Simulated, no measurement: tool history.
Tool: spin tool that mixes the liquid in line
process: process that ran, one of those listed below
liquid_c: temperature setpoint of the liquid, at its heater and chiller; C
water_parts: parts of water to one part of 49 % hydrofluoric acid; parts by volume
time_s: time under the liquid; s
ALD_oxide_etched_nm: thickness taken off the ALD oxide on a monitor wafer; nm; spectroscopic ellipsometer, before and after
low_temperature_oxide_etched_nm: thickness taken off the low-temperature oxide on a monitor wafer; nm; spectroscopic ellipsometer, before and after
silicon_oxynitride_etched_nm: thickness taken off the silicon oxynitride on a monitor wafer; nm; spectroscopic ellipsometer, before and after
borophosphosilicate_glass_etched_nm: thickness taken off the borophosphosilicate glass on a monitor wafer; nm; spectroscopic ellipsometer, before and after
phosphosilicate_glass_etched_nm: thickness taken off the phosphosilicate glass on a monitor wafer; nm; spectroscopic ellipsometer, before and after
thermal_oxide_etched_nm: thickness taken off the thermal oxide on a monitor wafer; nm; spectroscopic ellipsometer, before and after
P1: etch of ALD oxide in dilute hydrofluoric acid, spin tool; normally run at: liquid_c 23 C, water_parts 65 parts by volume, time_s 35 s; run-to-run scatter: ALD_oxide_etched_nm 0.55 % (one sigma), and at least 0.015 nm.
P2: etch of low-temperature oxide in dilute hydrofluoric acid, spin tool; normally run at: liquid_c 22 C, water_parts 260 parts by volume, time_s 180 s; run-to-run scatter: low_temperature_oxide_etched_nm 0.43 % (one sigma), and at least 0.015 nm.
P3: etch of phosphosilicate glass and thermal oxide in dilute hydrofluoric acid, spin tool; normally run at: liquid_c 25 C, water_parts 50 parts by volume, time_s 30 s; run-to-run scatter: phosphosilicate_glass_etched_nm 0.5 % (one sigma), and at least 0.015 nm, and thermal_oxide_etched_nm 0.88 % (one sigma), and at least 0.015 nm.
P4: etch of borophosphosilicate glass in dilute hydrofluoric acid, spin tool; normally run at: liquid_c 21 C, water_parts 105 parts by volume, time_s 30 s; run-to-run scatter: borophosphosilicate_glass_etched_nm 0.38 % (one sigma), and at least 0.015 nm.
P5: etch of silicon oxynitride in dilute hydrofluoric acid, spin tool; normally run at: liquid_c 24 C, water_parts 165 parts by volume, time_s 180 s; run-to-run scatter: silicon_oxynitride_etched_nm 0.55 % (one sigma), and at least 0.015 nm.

run	day	process	liquid_c	water_parts	time_s	hours since the thermometer was replaced	hours since the hydrofluoric acid flow meter was replaced	ALD_oxide_etched_nm	low_temperature_oxide_etched_nm	silicon_oxynitride_etched_nm	borophosphosilicate_glass_etched_nm	phosphosilicate_glass_etched_nm	thermal_oxide_etched_nm
1	0.15	P1	23	65	35	306.9	484.1	5.3084					
2	0.383	P1	23	65	50	312.5	489.7	7.6576					
3	0.667	P1	23	65	35	319.3	496.5	5.3857					
4	0.917	P2	22	260	340	325.3	502.5		15.406				
5	1.238	P2	22	260	180	333	510.2		8.1664				
6	1.471	P1	17	65	35	338.6	515.8	4.1336					
7	1.654	P1	23	65	15	343	520.2	2.326					
8	1.829	P2	28	260	180	347.2	524.4		10.056				
9	2.162	P1	28	65	35	355.2	532.4	6.5046					
10	2.462	P1	23	65	35	362.4	539.6	5.3198					
11	2.617	P1	23	20	35	366.1	543.3	18.454					
12	2.8	P5	24	100	180	370.5	547.7			8.3579			
13	2.983	P5	32	165	180	374.9	552.1			6.7021			
14	3.192	P4	21	105	30	379.9	557.1				13.248		
15	3.454	P4	21	105	15	386.2	563.4				6.6264		
16	3.733	P4	29	105	30	392.9	570.1				18.165		
17	3.892	P3	25	50	30	396.7	573.9					55.268	2.9407
18	4.062	P4	21	190	30	400.8	578				6.6314		
19	4.333	P1	23	95	35	407.3	584.5	3.5206					
20	4.583	P3	32	50	30	413.3	590.5					72.861	4.0182

The next listed run, before its measurement:
21	4.825	P5	24	165	180	419.1	596.3			?			

silicon_oxynitride_etched_nm: 4.7459 nm
